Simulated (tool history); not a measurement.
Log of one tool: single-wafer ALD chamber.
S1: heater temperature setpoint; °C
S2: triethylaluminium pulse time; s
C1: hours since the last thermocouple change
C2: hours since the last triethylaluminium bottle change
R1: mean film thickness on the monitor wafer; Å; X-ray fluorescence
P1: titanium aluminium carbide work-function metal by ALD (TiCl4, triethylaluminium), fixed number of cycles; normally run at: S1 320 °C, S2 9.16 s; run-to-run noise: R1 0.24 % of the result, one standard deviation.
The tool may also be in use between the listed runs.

Run 1, hour 8.3: S1 320 °C, S2 9.16 s; C1 343.8; C2 203.9. Result: R1 21.427 Å.
Run 2, hour 18.0: S1 320 °C, S2 3.23 s; C1 353.5; C2 213.6. Result: R1 15.135 Å.
Run 3, hour 25.1: S1 344 °C, S2 9.16 s; C1 360.6; C2 220.7. Result: R1 23.523 Å.
Run 4, hour 31.4: S1 320 °C, S2 9.16 s; C1 366.9; C2 227.0. Result: R1 21.408 Å.
Run 5, hour 43.0: S1 296 °C, S2 9.16 s; C1 378.5; C2 238.6. Result: R1 19.381 Å.
Run 6, hour 48.2: S1 320 °C, S2 9.16 s; C1 383.7; C2 243.8. Result: R1 21.556 Å.
Run 7, hour 59.8: S1 343 °C, S2 13.45 s; C1 395.3; C2 255.4. Result: R1 24.283 Å.
Run 8, hour 65.9: S1 331 °C, S2 14.96 s; C1 401.4; C2 261.5. Result: R1 23.262 Å.
Run 9, hour 71.7: S1 309 °C, S2 6.77 s; C1 407.2; C2 267.3. Result: R1 19.374 Å.
Run 10, hour 83.4: S1 320 °C, S2 9.16 s; C1 418.9; C2 279.0. Result: R1 21.396 Å.
Run 11, hour 91.8: S1 320 °C, S2 12.17 s; C1 427.3; C2 287.4. Result: R1 22.005 Å.
Run 12, hour 98.8: S1 320 °C, S2 9.16 s; C1 434.3; C2 294.4. Result: R1 21.471 Å.
Run 13, hour 109.7: S1 320 °C, S2 9.16 s; C1 445.2; C2 305.3. Result: R1 21.509 Å.
Run 14, hour 116.7: S1 320 °C, S2 9.16 s; C1 452.2; C2 312.3. Result: R1 21.441 Å.
Run 15, hour 127.7: S1 320 °C, S2 9.16 s; C1 463.2; C2 323.3. Result: R1 21.311 Å.
Run 16, hour 138.8: S1 320 °C, S2 9.16 s; C1 474.3; C2 334.4. Result: R1 21.249 Å.
Run 17, hour 148.5: S1 320 °C, S2 9.16 s; C1 484.0; C2 344.1. Result: R1 21.212 Å.
Run 18, hour 154.1: S1 320 °C, S2 9.16 s; C1 489.6; C2 349.7. Result: R1 21.150 Å.
Run 19, hour 164.5: S1 320 °C, S2 9.16 s; C1 500.0; C2 360.1. Result: R1 21.129 Å.
Run 20, hour 175.8: S1 320 °C, S2 9.16 s; C1 511.3; C2 371.4. Result: R1 21.017 Å.
Run 21, hour 186.4: S1 320 °C, S2 9.16 s; C1 521.9; C2 382.0. Result: R1 21.101 Å.
Run 22, hour 195.7: S1 320 °C, S2 9.16 s; C1 531.2; C2 391.3. Result: R1 20.979 Å.
Run 23, hour 203.1: S1 320 °C, S2 9.16 s; C1 538.6; C2 398.7. Result: R1 21.066 Å.
Run 24, hour 208.6: S1 320 °C, S2 9.16 s; C1 544.1; C2 404.2. Result: R1 21.091 Å.

Compared with where it was, what P1 gives has crept away. Each cause listed below fits the log as well as the rest, at the size given for it:
A: triethylaluminium dose below that of a fresh bottle (%) = 11.7
B: wafer temperature below the value expected at the setpoint (K) = 4.9
The drift started at roughly hour 116.7.

Question marks stand in for the results of the 4 check runs listed below, each run on one wafer. Under which run would the listed causes show clearly different results?
Run check 1, hour 214.1: S1 299 °C, S2 4.85 s. Result: R1 ?.
Run check 2, hour 214.1: S1 344 °C, S2 9.16 s. Result: R1 ?.
Run check 3, hour 214.1: S1 302 °C, S2 9.16 s. Result: R1 ?.
Run check 4, hour 214.1: S1 303 °C, S2 9.16 s. Result: R1 ?.

What every check run would give for each of its results, assuming each possible cause in turn:
  check  result    if A    if B
check 1      R1  15.843  16.321
check 2      R1  23.114  23.149
check 3      R1  19.522  19.497
check 4      R1  19.606  19.582
Minimum pairwise separation of causes per check, each pair taken at its best-separating result: check 1 2.97 %; check 2 0.15 %; check 3 0.13 %; check 4 0.12 %
Check 1 is the one run that separates the causes; every other check would come out nearly the same whichever cause is at work.

After running check 1, the following was obtained: R1 15.858 Å. Which cause does this point to?

It is A: triethylaluminium dose below that of a fresh bottle (%).

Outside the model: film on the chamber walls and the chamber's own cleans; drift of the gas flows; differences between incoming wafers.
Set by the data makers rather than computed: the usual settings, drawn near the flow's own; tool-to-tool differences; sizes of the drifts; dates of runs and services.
